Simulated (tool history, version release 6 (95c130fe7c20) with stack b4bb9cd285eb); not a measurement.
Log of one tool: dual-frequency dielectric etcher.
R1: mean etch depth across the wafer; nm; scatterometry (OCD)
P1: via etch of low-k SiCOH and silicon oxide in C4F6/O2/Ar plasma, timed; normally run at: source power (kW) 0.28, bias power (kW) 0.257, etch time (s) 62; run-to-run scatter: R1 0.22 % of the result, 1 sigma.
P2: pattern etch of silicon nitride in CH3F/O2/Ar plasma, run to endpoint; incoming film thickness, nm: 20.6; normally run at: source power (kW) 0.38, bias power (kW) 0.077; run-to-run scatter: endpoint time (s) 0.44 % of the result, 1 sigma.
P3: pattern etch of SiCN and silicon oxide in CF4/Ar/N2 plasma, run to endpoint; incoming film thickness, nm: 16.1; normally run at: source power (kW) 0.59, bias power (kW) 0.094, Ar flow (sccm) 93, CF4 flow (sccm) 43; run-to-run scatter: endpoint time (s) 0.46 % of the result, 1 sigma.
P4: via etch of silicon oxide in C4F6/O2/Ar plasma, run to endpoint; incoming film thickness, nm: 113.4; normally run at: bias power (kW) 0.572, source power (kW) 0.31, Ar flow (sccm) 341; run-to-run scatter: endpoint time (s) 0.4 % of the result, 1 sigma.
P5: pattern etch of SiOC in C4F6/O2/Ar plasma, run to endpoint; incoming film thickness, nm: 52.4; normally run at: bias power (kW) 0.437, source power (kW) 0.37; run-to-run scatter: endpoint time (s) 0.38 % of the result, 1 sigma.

run 1 hour=6.8 | process_that_ran=P1 source_power_(kW)=0.28 bias_power_(kW)=0.257 etch_time_(s)=62 | R1=163.84
run 2 hour=19.2 | process_that_ran=P3 source_power_(kW)=0.59 bias_power_(kW)=0.094 Ar_flow_(sccm)=93 CF4_flow_(sccm)=57 | endpoint_time_(s)=13.756
run 3 hour=29.4 | process_that_ran=P2 source_power_(kW)=0.21 bias_power_(kW)=0.077 | endpoint_time_(s)=36.406
run 4 hour=38.9 | process_that_ran=P1 source_power_(kW)=0.19 bias_power_(kW)=0.257 etch_time_(s)=88 | R1=200.99
run 5 hour=48.6 | process_that_ran=P5 source_power_(kW)=0.22 bias_power_(kW)=0.437 | endpoint_time_(s)=23.669
run 6 hour=63.7 | process_that_ran=P2 source_power_(kW)=0.38 bias_power_(kW)=0.094 | endpoint_time_(s)=27.074
run 7 hour=78.5 | process_that_ran=P3 source_power_(kW)=0.59 bias_power_(kW)=0.094 Ar_flow_(sccm)=93 CF4_flow_(sccm)=43 | endpoint_time_(s)=14.277
run 8 hour=86.5 | process_that_ran=P4 source_power_(kW)=0.31 bias_power_(kW)=0.75 Ar_flow_(sccm)=341 | endpoint_time_(s)=23.888
run 9 hour=100.4 | process_that_ran=P1 source_power_(kW)=0.28 bias_power_(kW)=0.211 etch_time_(s)=91.5 | R1=225.78
run 10 hour=107.7 | process_that_ran=P1 source_power_(kW)=0.17 bias_power_(kW)=0.166 etch_time_(s)=62 | R1=116.92
run 11 hour=121.1 | process_that_ran=P3 source_power_(kW)=0.59 bias_power_(kW)=0.094 Ar_flow_(sccm)=55 CF4_flow_(sccm)=43 | endpoint_time_(s)=13.325
run 12 hour=129 | process_that_ran=P1 source_power_(kW)=0.28 bias_power_(kW)=0.257 etch_time_(s)=62 | R1=163.97
run 13 hour=135.9 | process_that_ran=P1 source_power_(kW)=0.28 bias_power_(kW)=0.257 etch_time_(s)=34 | R1=89.799
run 14 hour=148.9 | process_that_ran=P1 source_power_(kW)=0.28 bias_power_(kW)=0.257 etch_time_(s)=62 | R1=163.8
run 15 hour=162 | process_that_ran=P3 source_power_(kW)=0.35 bias_power_(kW)=0.094 Ar_flow_(sccm)=93 CF4_flow_(sccm)=43 | endpoint_time_(s)=22.614
run 16 hour=169.2 | process_that_ran=P1 source_power_(kW)=0.28 bias_power_(kW)=0.257 etch_time_(s)=93 | R1=245.55
run 17 hour=177.4 | process_that_ran=P5 source_power_(kW)=0.37 bias_power_(kW)=0.437 | endpoint_time_(s)=19.598
run 18 hour=185.5 | process_that_ran=P2 source_power_(kW)=0.38 bias_power_(kW)=0.077 | endpoint_time_(s)=28.998
run 19 hour=195.8 | process_that_ran=P1 source_power_(kW)=0.36 bias_power_(kW)=0.257 etch_time_(s)=62 | R1=180.04
run 20 hour=207.1 | process_that_ran=P1 source_power_(kW)=0.28 bias_power_(kW)=0.257 etch_time_(s)=62 | R1=164.24
run 21 hour=222.4 | process_that_ran=P4 source_power_(kW)=0.31 bias_power_(kW)=0.572 Ar_flow_(sccm)=341 | endpoint_time_(s)=26.411
run 22 hour=235.8 | process_that_ran=P4 source_power_(kW)=0.31 bias_power_(kW)=0.572 Ar_flow_(sccm)=447 | endpoint_time_(s)=27.17
run 23 hour=247.1 | process_that_ran=P1 source_power_(kW)=0.23 bias_power_(kW)=0.257 etch_time_(s)=62 | R1=152.11
run 24 hour=254.4 | process_that_ran=P1 source_power_(kW)=0.28 bias_power_(kW)=0.16 etch_time_(s)=62 | R1=140.05
run 25 hour=267.4 | process_that_ran=P5 source_power_(kW)=0.37 bias_power_(kW)=0.271 | endpoint_time_(s)=23.367
run 26 hour=282.1 | process_that_ran=P1 source_power_(kW)=0.28 bias_power_(kW)=0.257 etch_time_(s)=62 | R1=163.39
run 27 hour=291.3 | process_that_ran=P1 source_power_(kW)=0.28 bias_power_(kW)=0.35 etch_time_(s)=62 | R1=182.62
run 28 hour=305.8 | process_that_ran=P3 source_power_(kW)=0.59 bias_power_(kW)=0.054 Ar_flow_(sccm)=93 CF4_flow_(sccm)=43 | endpoint_time_(s)=17.371
run 29 hour=317.6 | process_that_ran=P2 source_power_(kW)=0.38 bias_power_(kW)=0.077 | endpoint_time_(s)=28.841
run 30 hour=324.9 | process_that_ran=P4 source_power_(kW)=0.44 bias_power_(kW)=0.572 Ar_flow_(sccm)=341 | endpoint_time_(s)=23.172
run 31 hour=339 | process_that_ran=P1 source_power_(kW)=0.28 bias_power_(kW)=0.257 etch_time_(s)=62 | R1=163.4
run 32 hour=349 | process_that_ran=P1 source_power_(kW)=0.28 bias_power_(kW)=0.257 etch_time_(s)=62 | R1=162.94
run 33 hour=359.4 | process_that_ran=P1 source_power_(kW)=0.28 bias_power_(kW)=0.257 etch_time_(s)=62 | R1=162.73
run 34 hour=371.1 | process_that_ran=P1 source_power_(kW)=0.28 bias_power_(kW)=0.257 etch_time_(s)=62 | R1=161.96
run 35 hour=378 | process_that_ran=P1 source_power_(kW)=0.28 bias_power_(kW)=0.257 etch_time_(s)=62 | R1=161.62
run 36 hour=389.6 | process_that_ran=P1 source_power_(kW)=0.28 bias_power_(kW)=0.257 etch_time_(s)=62 | R1=161.18
run 37 hour=401.1 | process_that_ran=P1 source_power_(kW)=0.28 bias_power_(kW)=0.257 etch_time_(s)=62 | R1=161.53
-- hour=403.5 wet clean of the chamber
run 38 hour=415 | process_that_ran=P1 source_power_(kW)=0.28 bias_power_(kW)=0.257 etch_time_(s)=62 | R1=161.71
run 39 hour=424.1 | process_that_ran=P1 source_power_(kW)=0.28 bias_power_(kW)=0.257 etch_time_(s)=62 | R1=160.74
run 40 hour=438.9 | process_that_ran=P1 source_power_(kW)=0.28 bias_power_(kW)=0.257 etch_time_(s)=62 | R1=161.09

What P1 gives has crept away from where it was. These 2 causes fit the log equally well, each at the size given:
A: bias power that arrives under what is set, % = 4.77
B: source power that arrives under what is set, % = 4.37
The creep began at about hour 339.
Why every other cause is out:
chamber walls in a state that lowers the etch rate, %: serviced at hour 403.5, which brought nothing back

4 check runs are offered, each on 2 wafers whose results are averaged, their results left as question marks. Which one tells the causes apart?
run check 1 hour=453.7 | process_that_ran=P5 source_power_(kW)=0.32 bias_power_(kW)=0.316 | endpoint_time_(s)=?
run check 2 hour=453.7 | process_that_ran=P3 source_power_(kW)=0.59 bias_power_(kW)=0.094 Ar_flow_(sccm)=58 CF4_flow_(sccm)=50 | endpoint_time_(s)=?
run check 3 hour=453.7 | process_that_ran=P2 source_power_(kW)=0.27 bias_power_(kW)=0.077 | endpoint_time_(s)=?
run check 4 hour=453.7 | process_that_ran=P4 source_power_(kW)=0.31 bias_power_(kW)=0.711 Ar_flow_(sccm)=341 | endpoint_time_(s)=?

What each check would give under each cause:
check=check_1 result=endpoint_time_(s) if_A=23.692 if_B=23.684
check=check_2 result=endpoint_time_(s) if_A=13.299 if_B=13.607
check=check_3 result=endpoint_time_(s) if_A=33.487 if_B=33.464
check=check_4 result=endpoint_time_(s) if_A=24.762 if_B=24.685
How far apart the two closest causes lie, in the result that separates them most: check 1 0.03 %; check 2 2.29 %; check 3 0.07 %; check 4 0.31 %
Check 2 tells the causes apart: in the others they would give nearly the same result.

Check 2 was then run and gave: endpoint time (s) 13.622. Which cause is it?

It is B: source power that arrives under what is set, %.
